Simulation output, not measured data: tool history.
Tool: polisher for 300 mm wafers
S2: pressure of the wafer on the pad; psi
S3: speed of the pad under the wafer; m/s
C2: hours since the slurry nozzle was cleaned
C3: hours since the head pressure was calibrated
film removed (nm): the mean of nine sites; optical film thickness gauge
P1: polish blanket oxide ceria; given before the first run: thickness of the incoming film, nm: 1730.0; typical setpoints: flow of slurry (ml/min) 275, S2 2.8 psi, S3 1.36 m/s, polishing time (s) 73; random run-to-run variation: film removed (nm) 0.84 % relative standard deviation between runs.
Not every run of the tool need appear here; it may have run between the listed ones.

run 1 hour=8.5 | flow_of_slurry_(ml/min)=275 S2=2.8 S3=1.36 polishing_time_(s)=73 | wafers_polished_on_this_pad=813 C2=377 C3=790.2 | film_removed_(nm)=451.66
run 2 hour=13.1 | flow_of_slurry_(ml/min)=275 S2=1.8 S3=1.36 polishing_time_(s)=73 | wafers_polished_on_this_pad=849 C2=381.6 C3=794.8 | film_removed_(nm)=283.72
-- hour=16.3 worn pad replaced by a new one
run 3 hour=21 | flow_of_slurry_(ml/min)=275 S2=2.8 S3=1.36 polishing_time_(s)=73 | wafers_polished_on_this_pad=36 C2=389.5 C3=802.7 | film_removed_(nm)=448.22
run 4 hour=26.3 | flow_of_slurry_(ml/min)=435 S2=2.8 S3=1.36 polishing_time_(s)=73 | wafers_polished_on_this_pad=77 C2=394.8 C3=808 | film_removed_(nm)=461.22
run 5 hour=30.5 | flow_of_slurry_(ml/min)=275 S2=2.8 S3=1.36 polishing_time_(s)=114 | wafers_polished_on_this_pad=110 C2=399 C3=812.2 | film_removed_(nm)=700.29
run 6 hour=39 | flow_of_slurry_(ml/min)=275 S2=2.8 S3=2.1 polishing_time_(s)=73 | wafers_polished_on_this_pad=175 C2=407.5 C3=820.7 | film_removed_(nm)=689.86
run 7 hour=47.1 | flow_of_slurry_(ml/min)=275 S2=4.3 S3=1.36 polishing_time_(s)=73 | wafers_polished_on_this_pad=238 C2=415.6 C3=828.8 | film_removed_(nm)=677.44
run 8 hour=53.5 | flow_of_slurry_(ml/min)=275 S2=2.8 S3=0.78 polishing_time_(s)=73 | wafers_polished_on_this_pad=288 C2=422 C3=835.2 | film_removed_(nm)=260.25
-- hour=61.8 head pressure recalibrated
run 9 hour=62.3 | flow_of_slurry_(ml/min)=275 S2=2.8 S3=1.36 polishing_time_(s)=73 | wafers_polished_on_this_pad=356 C2=430.8 C3=0.5 | film_removed_(nm)=444.54
run 10 hour=69.2 | flow_of_slurry_(ml/min)=275 S2=2.8 S3=1.36 polishing_time_(s)=73 | wafers_polished_on_this_pad=409 C2=437.7 C3=7.4 | film_removed_(nm)=444.16
run 11 hour=77.1 | flow_of_slurry_(ml/min)=275 S2=2.8 S3=1.36 polishing_time_(s)=73 | wafers_polished_on_this_pad=470 C2=445.6 C3=15.3 | film_removed_(nm)=443.47
run 12 hour=86.7 | flow_of_slurry_(ml/min)=165 S2=2.8 S3=1.36 polishing_time_(s)=73 | wafers_polished_on_this_pad=544 C2=455.2 C3=24.9 | film_removed_(nm)=419.84

Estimate the outcome of run 13 from the log above:
-- hour=90.9 slurry nozzle cleaned
run 13 hour=94.3 | flow_of_slurry_(ml/min)=275 S2=2.8 S3=1.36 polishing_time_(s)=33 | wafers_polished_on_this_pad=603 C2=3.5 C3=32.5 | film_removed_(nm)=?

{"run 13": {"film removed (nm)": 202.1}}

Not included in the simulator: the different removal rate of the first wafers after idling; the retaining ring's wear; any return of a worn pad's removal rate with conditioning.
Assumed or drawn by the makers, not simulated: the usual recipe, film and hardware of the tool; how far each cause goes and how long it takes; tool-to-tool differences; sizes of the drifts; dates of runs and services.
